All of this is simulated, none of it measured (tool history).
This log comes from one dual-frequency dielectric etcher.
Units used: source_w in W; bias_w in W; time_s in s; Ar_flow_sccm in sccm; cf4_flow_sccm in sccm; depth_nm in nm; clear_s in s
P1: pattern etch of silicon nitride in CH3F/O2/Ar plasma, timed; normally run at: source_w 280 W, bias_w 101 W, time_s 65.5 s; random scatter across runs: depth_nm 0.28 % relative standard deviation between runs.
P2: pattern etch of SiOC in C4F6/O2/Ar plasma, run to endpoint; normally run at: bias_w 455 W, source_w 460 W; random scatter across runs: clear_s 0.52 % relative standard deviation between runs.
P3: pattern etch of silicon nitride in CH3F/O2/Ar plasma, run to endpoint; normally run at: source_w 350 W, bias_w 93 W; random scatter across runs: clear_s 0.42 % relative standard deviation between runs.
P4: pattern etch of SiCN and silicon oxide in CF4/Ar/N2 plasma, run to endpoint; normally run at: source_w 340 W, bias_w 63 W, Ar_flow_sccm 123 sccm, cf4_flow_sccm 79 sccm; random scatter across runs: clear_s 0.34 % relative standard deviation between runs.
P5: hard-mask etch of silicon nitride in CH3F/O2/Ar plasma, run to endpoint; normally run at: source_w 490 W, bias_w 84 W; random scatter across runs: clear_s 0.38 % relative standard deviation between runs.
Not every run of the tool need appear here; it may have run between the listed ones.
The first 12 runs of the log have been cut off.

Run 13, hour 105.7: process P4, source_w 340 W, bias_w 63 W, Ar_flow_sccm 123 sccm, cf4_flow_sccm 79 sccm. Result: clear_s 26.862 s.
Run 14, hour 113.1: process P1, source_w 330 W, bias_w 101 W, time_s 79.5 s. Result: depth_nm 58.011 nm.
At hour 113.9: bias power generator calibrated.
At hour 117: source power generator calibrated.
Run 15, hour 121.8: process P1, source_w 230 W, bias_w 101 W, time_s 65.5 s. Result: depth_nm 41.849 nm.
Run 16, hour 133.3: process P5, source_w 490 W, bias_w 84 W. Result: clear_s 43.315 s.
Run 17, hour 140.3: process P5, source_w 490 W, bias_w 67 W. Result: clear_s 46.634 s.
Run 18, hour 147.1: process P1, source_w 330 W, bias_w 101 W, time_s 85.5 s. Result: depth_nm 62.281 nm.
Run 19, hour 154.6: process P2, source_w 460 W, bias_w 593 W. Result: clear_s 10.474 s.
Run 20, hour 164.2: process P4, source_w 340 W, bias_w 40 W, Ar_flow_sccm 123 sccm, cf4_flow_sccm 79 sccm. Result: clear_s 31.265 s.
Run 21, hour 173.5: process P2, source_w 270 W, bias_w 455 W. Result: clear_s 13.918 s.
Run 22, hour 186.4: process P1, source_w 280 W, bias_w 69 W, time_s 65.5 s. Result: depth_nm 39.223 nm.

What will run 23 give?
Run 23, hour 192.7: process P5, source_w 370 W, bias_w 84 W. Result: clear_s ?.

Run 23 produced clear_s 48.121 s.
